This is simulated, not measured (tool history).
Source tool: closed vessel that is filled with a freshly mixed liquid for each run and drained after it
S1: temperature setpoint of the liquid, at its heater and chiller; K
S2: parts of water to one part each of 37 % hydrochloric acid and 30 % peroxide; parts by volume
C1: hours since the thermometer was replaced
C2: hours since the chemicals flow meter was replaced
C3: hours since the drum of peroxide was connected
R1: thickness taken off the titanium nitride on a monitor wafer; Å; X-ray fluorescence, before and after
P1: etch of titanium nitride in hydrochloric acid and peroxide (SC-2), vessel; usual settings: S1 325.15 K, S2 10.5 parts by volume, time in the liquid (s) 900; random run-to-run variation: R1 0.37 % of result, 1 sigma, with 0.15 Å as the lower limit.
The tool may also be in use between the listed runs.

{"run": 1, "hour": 6.3, "S1": 325.15, "S2": 10.5, "time in the liquid (s)": 900, "C1": 669.7, "C2": 276.4, "C3": 274.7, "R1": 251.73}
{"run": 2, "hour": 12.6, "S1": 314.15, "S2": 10.5, "time in the liquid (s)": 1380, "C1": 676, "C2": 282.7, "C3": 281, "R1": 182.66}
{"run": 3, "hour": 16.3, "S1": 325.15, "S2": 10.5, "time in the liquid (s)": 900, "C1": 679.7, "C2": 286.4, "C3": 284.7, "R1": 250.95}
{"run": 4, "hour": 21.7, "S1": 325.15, "S2": 18.5, "time in the liquid (s)": 900, "C1": 685.1, "C2": 291.8, "C3": 290.1, "R1": 153.17}
{"run": 5, "hour": 27.0, "S1": 325.15, "S2": 10.5, "time in the liquid (s)": 900, "C1": 690.4, "C2": 297.1, "C3": 295.4, "R1": 252.73}
{"run": 6, "hour": 34.1, "S1": 325.15, "S2": 10.5, "time in the liquid (s)": 1680, "C1": 697.5, "C2": 304.2, "C3": 302.5, "R1": 467.58}
{"run": 7, "hour": 40.7, "S1": 335.65, "S2": 10.5, "time in the liquid (s)": 900, "C1": 704.1, "C2": 310.8, "C3": 309.1, "R1": 493.73}
{"run": 8, "hour": 46.8, "S1": 325.15, "S2": 10.5, "time in the liquid (s)": 30, "C1": 710.2, "C2": 316.9, "C3": 315.2, "R1": 8.4417}
{"run": 9, "hour": 54.8, "S1": 325.15, "S2": 10.5, "time in the liquid (s)": 900, "C1": 718.2, "C2": 324.9, "C3": 323.2, "R1": 250.64}
{"hour": 55.3, "done": "new drum of peroxide connected"}
{"run": 10, "hour": 58.6, "S1": 325.15, "S2": 10.5, "time in the liquid (s)": 900, "C1": 722, "C2": 328.7, "C3": 3.3, "R1": 250.99}
{"run": 11, "hour": 62.2, "S1": 325.15, "S2": 4, "time in the liquid (s)": 900, "C1": 725.6, "C2": 332.3, "C3": 6.9, "R1": 526.24}
{"run": 12, "hour": 66.4, "S1": 325.15, "S2": 10.5, "time in the liquid (s)": 900, "C1": 729.8, "C2": 336.5, "C3": 11.1, "R1": 252.59}
{"run": 13, "hour": 74.4, "S1": 309.65, "S2": 14, "time in the liquid (s)": 900, "C1": 737.8, "C2": 344.5, "C3": 19.1, "R1": 67.684}
{"run": 14, "hour": 80.2, "S1": 309.65, "S2": 10.5, "time in the liquid (s)": 900, "C1": 743.6, "C2": 350.3, "C3": 24.9, "R1": 86.316}
{"run": 15, "hour": 85.2, "S1": 339.65, "S2": 10.5, "time in the liquid (s)": 265, "C1": 748.6, "C2": 355.3, "C3": 29.9, "R1": 185.12}
{"run": 16, "hour": 90.6, "S1": 325.15, "S2": 10.5, "time in the liquid (s)": 900, "C1": 754, "C2": 360.7, "C3": 35.3, "R1": 251.83}
{"run": 17, "hour": 94.6, "S1": 325.15, "S2": 10.5, "time in the liquid (s)": 900, "C1": 758, "C2": 364.7, "C3": 39.3, "R1": 258.93}
{"run": 18, "hour": 100.1, "S1": 325.15, "S2": 10.5, "time in the liquid (s)": 900, "C1": 763.5, "C2": 370.2, "C3": 44.8, "R1": 265.92}
{"run": 19, "hour": 106.1, "S1": 325.15, "S2": 10.5, "time in the liquid (s)": 900, "C1": 769.5, "C2": 376.2, "C3": 50.8, "R1": 270.62}
{"run": 20, "hour": 110.2, "S1": 325.15, "S2": 10.5, "time in the liquid (s)": 900, "C1": 773.6, "C2": 380.3, "C3": 54.9, "R1": 270.95}
{"run": 21, "hour": 113.9, "S1": 325.15, "S2": 10.5, "time in the liquid (s)": 900, "C1": 777.3, "C2": 384, "C3": 58.6, "R1": 274.96}
{"run": 22, "hour": 121.0, "S1": 325.15, "S2": 10.5, "time in the liquid (s)": 900, "C1": 784.4, "C2": 391.1, "C3": 65.7, "R1": 276.62}
{"run": 23, "hour": 126.4, "S1": 325.15, "S2": 10.5, "time in the liquid (s)": 900, "C1": 789.8, "C2": 396.5, "C3": 71.1, "R1": 276.02}
{"run": 24, "hour": 131.5, "S1": 325.15, "S2": 10.5, "time in the liquid (s)": 900, "C1": 794.9, "C2": 401.6, "C3": 76.2, "R1": 276.48}
{"run": 25, "hour": 136.3, "S1": 325.15, "S2": 10.5, "time in the liquid (s)": 900, "C1": 799.7, "C2": 406.4, "C3": 81, "R1": 276.84}

P1 has crept away from where it was. The log is fitted equally well by each of these 2 causes, at the sizes shown:
A: liquid hotter than its thermometer reads (K) = 1.41
B: chemicals flow above the setpoint (%) = 11.7
The gradual shift began around hour 90.6.
Every other cause this tool's parts could produce, and why it does not fit the log:
peroxide weaker than its label (%): can reach only 8, and even then R1 would move by -7.4 %, too little or the wrong way

4 check runs are offered, one wafer each, their results left as question marks. Which one tells the causes apart?
{"run": "check 1", "hour": 141.1, "S1": 325.15, "S2": 13.5, "time in the liquid (s)": 900, "R1": "?"}
{"run": "check 2", "hour": 141.1, "S1": 311.15, "S2": 4, "time in the liquid (s)": 900, "R1": "?"}
{"run": "check 3", "hour": 141.1, "S1": 325.15, "S2": 18, "time in the liquid (s)": 1365, "R1": "?"}
{"run": "check 4", "hour": 141.1, "S1": 317.15, "S2": 10.5, "time in the liquid (s)": 1380, "R1": "?"}

Check results expected under each cause:
check=check_1 result=R1 if_A=223.17 if_B=223.88
check=check_2 result=R1 if_A=221.85 if_B=215.6
check=check_3 result=R1 if_A=262.31 if_B=264.03
check=check_4 result=R1 if_A=248.4 if_B=247.14
Smallest distance between any two causes, each pair judged by its most separating result, in per cent: check 1 0.32 %; check 2 2.86 %; check 3 0.65 %; check 4 0.51 %
Check 2 tells the causes apart: in the others they would give nearly the same result.

Check 2 was carried out, with these results: R1 220.48 Å. Which of the listed causes is responsible?

Of the candidate causes, it is A: liquid hotter than its thermometer reads (K).

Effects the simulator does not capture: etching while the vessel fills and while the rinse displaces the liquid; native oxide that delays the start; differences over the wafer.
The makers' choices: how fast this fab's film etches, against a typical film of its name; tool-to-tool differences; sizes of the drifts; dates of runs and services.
